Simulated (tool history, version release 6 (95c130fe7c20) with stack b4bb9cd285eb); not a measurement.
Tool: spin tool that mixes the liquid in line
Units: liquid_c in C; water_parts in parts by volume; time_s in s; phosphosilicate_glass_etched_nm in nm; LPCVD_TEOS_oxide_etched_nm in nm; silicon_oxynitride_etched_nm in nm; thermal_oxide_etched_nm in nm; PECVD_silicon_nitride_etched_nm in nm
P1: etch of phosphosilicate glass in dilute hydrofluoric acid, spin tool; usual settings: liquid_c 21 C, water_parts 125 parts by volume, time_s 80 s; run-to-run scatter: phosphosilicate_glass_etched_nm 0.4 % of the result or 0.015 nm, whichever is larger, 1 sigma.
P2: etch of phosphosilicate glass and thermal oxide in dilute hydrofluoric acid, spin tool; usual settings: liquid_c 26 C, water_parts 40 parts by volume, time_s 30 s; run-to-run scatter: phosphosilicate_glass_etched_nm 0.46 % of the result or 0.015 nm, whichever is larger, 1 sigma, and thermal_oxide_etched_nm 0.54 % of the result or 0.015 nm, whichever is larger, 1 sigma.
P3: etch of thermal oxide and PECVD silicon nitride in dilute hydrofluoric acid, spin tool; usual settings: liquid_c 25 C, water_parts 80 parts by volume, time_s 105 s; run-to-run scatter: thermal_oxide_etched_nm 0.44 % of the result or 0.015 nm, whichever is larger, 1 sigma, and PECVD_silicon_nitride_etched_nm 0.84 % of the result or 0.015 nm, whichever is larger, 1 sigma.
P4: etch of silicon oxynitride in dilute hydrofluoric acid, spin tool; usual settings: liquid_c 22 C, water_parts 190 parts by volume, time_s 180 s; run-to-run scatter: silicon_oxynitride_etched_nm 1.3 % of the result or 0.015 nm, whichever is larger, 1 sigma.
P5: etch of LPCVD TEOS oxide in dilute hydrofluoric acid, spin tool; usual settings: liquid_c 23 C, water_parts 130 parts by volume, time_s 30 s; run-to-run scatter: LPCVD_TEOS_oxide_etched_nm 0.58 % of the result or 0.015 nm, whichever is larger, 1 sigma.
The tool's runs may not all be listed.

| run | hour | process | liquid_c | water_parts | time_s | hours since the thermometer was replaced | hours since the hydrofluoric acid flow meter was replaced | phosphosilicate_glass_etched_nm | LPCVD_TEOS_oxide_etched_nm | silicon_oxynitride_etched_nm | thermal_oxide_etched_nm | PECVD_silicon_nitride_etched_nm |
|---|---|---|---|---|---|---|---|---|---|---|---|---|
| 1 | 11.7 | P1 | 21 | 125 | 80 | 403.6 | 267.0 | 53.306 |  |  |  |  |
| 2 | 24.9 | P5 | 23 | 130 | 30 | 416.8 | 280.2 |  | 6.0993 |  |  |  |
| 3 | 36.4 | P1 | 21 | 125 | 130 | 428.3 | 291.7 | 86.624 |  |  |  |  |
| 4 | 44.6 | P4 | 22 | 190 | 180 | 436.5 | 299.9 |  |  | 1.9983 |  |  |
| 5 | 57.1 | P1 | 21 | 125 | 40 | 449.0 | 312.4 | 26.806 |  |  |  |  |
| 6 | 68.5 | P1 | 27 | 125 | 80 | 460.4 | 323.8 | 67.503 |  |  |  |  |
| 7 | 83.6 | P1 | 17 | 165 | 80 | 475.5 | 338.9 | 33.259 |  |  |  |  |
| 8 | 95.3 | P1 | 21 | 220 | 80 | 487.2 | 350.6 | 27.558 |  |  |  |  |
| 9 | 107.2 | P1 | 21 | 125 | 80 | 499.1 | 362.5 | 53.843 |  |  |  |  |
| 10 | 119.4 | P3 | 25 | 80 | 105 | 511.3 | 374.7 |  |  |  | 6.5440 | 3.2298 |
| 11 | 130.6 | P4 | 22 | 190 | 95 | 522.5 | 385.9 |  |  | 1.0715 |  |  |
| 12 | 145.5 | P3 | 25 | 125 | 105 | 537.4 | 400.8 |  |  |  | 3.9961 | 2.0406 |
| 13 | 152.9 | P2 | 21 | 40 | 30 | 544.8 | 408.2 | 107.540 |  |  | 3.3999 |  |
| 14 | 167.5 | P3 | 19 | 80 | 105 | 559.4 | 422.8 |  |  |  | 5.1375 | 2.1631 |
| 15 | 176.5 | P3 | 25 | 80 | 200 | 568.4 | 431.8 |  |  |  | 12.5850 | 6.1400 |
| 16 | 191.4 | P2 | 26 | 40 | 30 | 583.3 | 446.7 | 132.370 |  |  | 4.1855 |  |
| 17 | 206.8 | P2 | 26 | 40 | 55 | 598.7 | 462.1 | 242.090 |  |  | 7.5933 |  |
| 18 | 215.1 | P1 | 21 | 205 | 150 | 607.0 | 470.4 | 56.031 |  |  |  |  |
| 19 | 225.6 | P1 | 17 | 125 | 135 | 617.5 | 480.9 | 76.296 |  |  |  |  |
| 20 | 236.1 | P4 | 22 | 105 | 180 | 628.0 | 491.4 |  |  | 3.9242 |  |  |
| 21 | 247.8 | P4 | 27 | 190 | 180 | 639.7 | 503.1 |  |  | 2.5190 |  |  |
| 22 | 261.2 | P5 | 17 | 130 | 30 | 653.1 | 516.5 |  | 4.8411 |  |  |  |
| 23 | 274.9 | P5 | 23 | 130 | 45 | 666.8 | 530.2 |  | 9.1946 |  |  |  |
| 24 | 288.3 | P2 | 26 | 20 | 30 | 680.2 | 543.6 | 272.170 |  |  | 8.6580 |  |
| 25 | 295.6 | P1 | 21 | 125 | 80 | 687.5 | 550.9 | 53.565 |  |  |  |  |
| 26 | 311.3 | P1 | 17 | 125 | 80 | 703.2 | 566.6 | 45.210 |  |  |  |  |
| 27 | 327.9 | P1 | 21 | 125 | 80 | 719.8 | 583.2 | 53.665 |  |  |  |  |
| 28 | 344.4 | P5 | 23 | 205 | 30 | 736.3 | 599.7 |  | 3.6089 |  |  |  |
| 29 | 359.2 | P1 | 21 | 40 | 80 | 751.1 | 614.5 | 184.900 |  |  |  |  |
| 30 | 371.7 | P1 | 21 | 125 | 80 | 763.6 | 627.0 | 54.025 |  |  |  |  |
| 31 | 385.6 | P1 | 21 | 125 | 80 | 777.5 | 640.9 | 51.852 |  |  |  |  |
| 32 | 400.0 | P1 | 21 | 125 | 80 | 791.9 | 655.3 | 50.524 |  |  |  |  |
| 33 | 408.4 | P1 | 21 | 125 | 80 | 800.3 | 663.7 | 50.602 |  |  |  |  |
| 34 | 424.5 | P1 | 21 | 125 | 80 | 816.4 | 679.8 | 50.438 |  |  |  |  |
| 35 | 433.3 | P1 | 21 | 125 | 80 | 825.2 | 688.6 | 49.686 |  |  |  |  |
| 36 | 445.8 | P1 | 21 | 125 | 80 | 837.7 | 701.1 | 49.844 |  |  |  |  |
| 37 | 456.8 | P1 | 21 | 125 | 80 | 848.7 | 712.1 | 49.596 |  |  |  |  |

What P1 gives has crept away from where it was. These 2 causes fit the log equally well, each at the size given:
A: hydrofluoric acid flow below the setpoint (%) = 6.13
B: liquid colder than its thermometer reads (K) = 1.79
The creep began at about hour 371.7.

4 check runs are offered, each on 2 wafers whose results are averaged, their results left as question marks. Which one tells the causes apart?
| check 1 | 467.8 | P3 | 25 | 80 | 105 |  |  |  |  |  | ? | ? |
| check 2 | 467.8 | P5 | 23 | 130 | 30 |  |  |  | ? |  |  |  |
| check 3 | 467.8 | P4 | 22 | 190 | 180 |  |  |  |  | ? |  |  |
| check 4 | 467.8 | P2 | 26 | 40 | 30 |  |  | ? |  |  | ? |  |

What each check would give under each cause:
| check | result | if A | if B |
|---|---|---|---|
| check 1 | thermal_oxide_etched_nm | 6.1387 | 6.1268 |
| check 1 | PECVD_silicon_nitride_etched_nm | 3.0236 | 2.8576 |
| check 2 | LPCVD_TEOS_oxide_etched_nm | 5.7169 | 5.7299 |
| check 3 | silicon_oxynitride_etched_nm | 1.8621 | 1.8424 |
| check 4 | phosphosilicate_glass_etched_nm | 124.050 | 123.220 |
| check 4 | thermal_oxide_etched_nm | 3.9078 | 3.8815 |
How far apart the two closest causes lie, in the result that separates them most: check 1 5.65 %; check 2 0.23 %; check 3 1.06 %; check 4 0.68 %
Check 1 tells the causes apart: in the others they would give nearly the same result.

Check 1 was then run and gave: thermal_oxide_etched_nm 6.1048 nm; PECVD_silicon_nitride_etched_nm 2.8407 nm. Which cause is it?

It is B: liquid colder than its thermometer reads (K).
